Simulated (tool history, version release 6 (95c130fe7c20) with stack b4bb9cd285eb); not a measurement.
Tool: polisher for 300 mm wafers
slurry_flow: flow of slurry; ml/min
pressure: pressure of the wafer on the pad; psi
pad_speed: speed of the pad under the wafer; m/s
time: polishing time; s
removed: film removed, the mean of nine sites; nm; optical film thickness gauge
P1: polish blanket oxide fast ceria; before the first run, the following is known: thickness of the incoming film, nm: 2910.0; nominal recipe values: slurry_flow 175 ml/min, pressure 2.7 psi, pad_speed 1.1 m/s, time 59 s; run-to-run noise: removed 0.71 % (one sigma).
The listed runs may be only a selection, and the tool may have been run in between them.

run 1 hour=11.5 | slurry_flow=175 pressure=2.7 pad_speed=1.1 time=59 | removed=952.66
run 2 hour=20 | slurry_flow=230 pressure=2.7 pad_speed=1.1 time=40 | removed=666.99
run 3 hour=29.7 | slurry_flow=175 pressure=2.7 pad_speed=1.1 time=76 | removed=1221.6
run 4 hour=39.8 | slurry_flow=175 pressure=1.4 pad_speed=1.1 time=27 | removed=225.11
run 5 hour=45.9 | slurry_flow=175 pressure=3.7 pad_speed=1.1 time=59 | removed=1291.9
run 6 hour=51.6 | slurry_flow=175 pressure=2.7 pad_speed=1.1 time=59 | removed=933.55
run 7 hour=59.5 | slurry_flow=175 pressure=2.7 pad_speed=0.52 time=59 | removed=444.49
run 8 hour=68.8 | slurry_flow=175 pressure=1.9 pad_speed=1.1 time=59 | removed=666.56
run 9 hour=74.9 | slurry_flow=175 pressure=2.7 pad_speed=1.44 time=59 | removed=1248
run 10 hour=86 | slurry_flow=255 pressure=2.7 pad_speed=1.1 time=87 | removed=1461
run 11 hour=92.4 | slurry_flow=175 pressure=2.7 pad_speed=1.1 time=59 | removed=945.26
run 12 hour=98.4 | slurry_flow=175 pressure=2.7 pad_speed=1.1 time=59 | removed=935.82
run 13 hour=104.2 | slurry_flow=175 pressure=2.7 pad_speed=1.1 time=59 | removed=939.21
run 14 hour=115.4 | slurry_flow=245 pressure=2.7 pad_speed=1.1 time=59 | removed=971.52
run 15 hour=122.8 | slurry_flow=175 pressure=2.7 pad_speed=1.1 time=59 | removed=936.95
run 16 hour=129.3 | slurry_flow=105 pressure=2.7 pad_speed=1.1 time=59 | removed=856.49
run 17 hour=137 | slurry_flow=175 pressure=2.7 pad_speed=1.1 time=39 | removed=623.71
run 18 hour=149 | slurry_flow=175 pressure=2.7 pad_speed=1.1 time=59 | removed=949.06
run 19 hour=154.5 | slurry_flow=175 pressure=2.7 pad_speed=1.1 time=59 | removed=949.99
run 20 hour=163.9 | slurry_flow=175 pressure=2.7 pad_speed=1.1 time=59 | removed=923.57
run 21 hour=171.2 | slurry_flow=175 pressure=2.7 pad_speed=1.1 time=59 | removed=896.03
-- hour=174 worn pad replaced by a new one
run 22 hour=177.3 | slurry_flow=175 pressure=2.7 pad_speed=1.1 time=59 | removed=906.31
run 23 hour=183 | slurry_flow=175 pressure=2.7 pad_speed=1.1 time=59 | removed=891.25
run 24 hour=190.1 | slurry_flow=175 pressure=2.7 pad_speed=1.1 time=59 | removed=891.54
run 25 hour=198.5 | slurry_flow=175 pressure=2.7 pad_speed=1.1 time=59 | removed=896.62

P1 no longer gives what it gave before; its output has crept away from where it was. The following 2 causes, each at its listed size, fit the log equally well:
A: head's pressure below its setpoint, % = 5.97
B: slurry flow missing at the pad, % = 29.6
The creep began at about hour 154.5.
Why every other cause is out:
removal rate lost through wear of the pad, %: maintenance at hour 174, after the shift began, did not return the process to its former output

Each of the check runs listed below is run on 2 wafers and reports their average, with the results left as question marks. Pick the one under which the possible causes would lead to clearly different results.
run check 1 hour=206.9 | slurry_flow=175 pressure=2.2 pad_speed=1.1 time=59 | removed=?
run check 2 hour=206.9 | slurry_flow=175 pressure=2.7 pad_speed=0.88 time=59 | removed=?
run check 3 hour=206.9 | slurry_flow=175 pressure=2.7 pad_speed=0.8 time=59 | removed=?
run check 4 hour=206.9 | slurry_flow=105 pressure=2.7 pad_speed=1.1 time=59 | removed=?

What each check would give under each cause:
check=check_1 result=removed if_A=722.75 if_B=722.64
check=check_2 result=removed if_A=709.61 if_B=709.5
check=check_3 result=removed if_A=645.1 if_B=645
check=check_4 result=removed if_A=804.97 if_B=776.61
Separation of the two closest causes in each check, using whichever result separates them best: check 1 0.01 %; check 2 0.01 %; check 3 0.01 %; check 4 3.59 %
Check 4 tells the causes apart: in the others they would give nearly the same result.

Here is what check 4 returned: removed 778.57 nm. Which cause is it?

It is B: slurry flow missing at the pad, %.
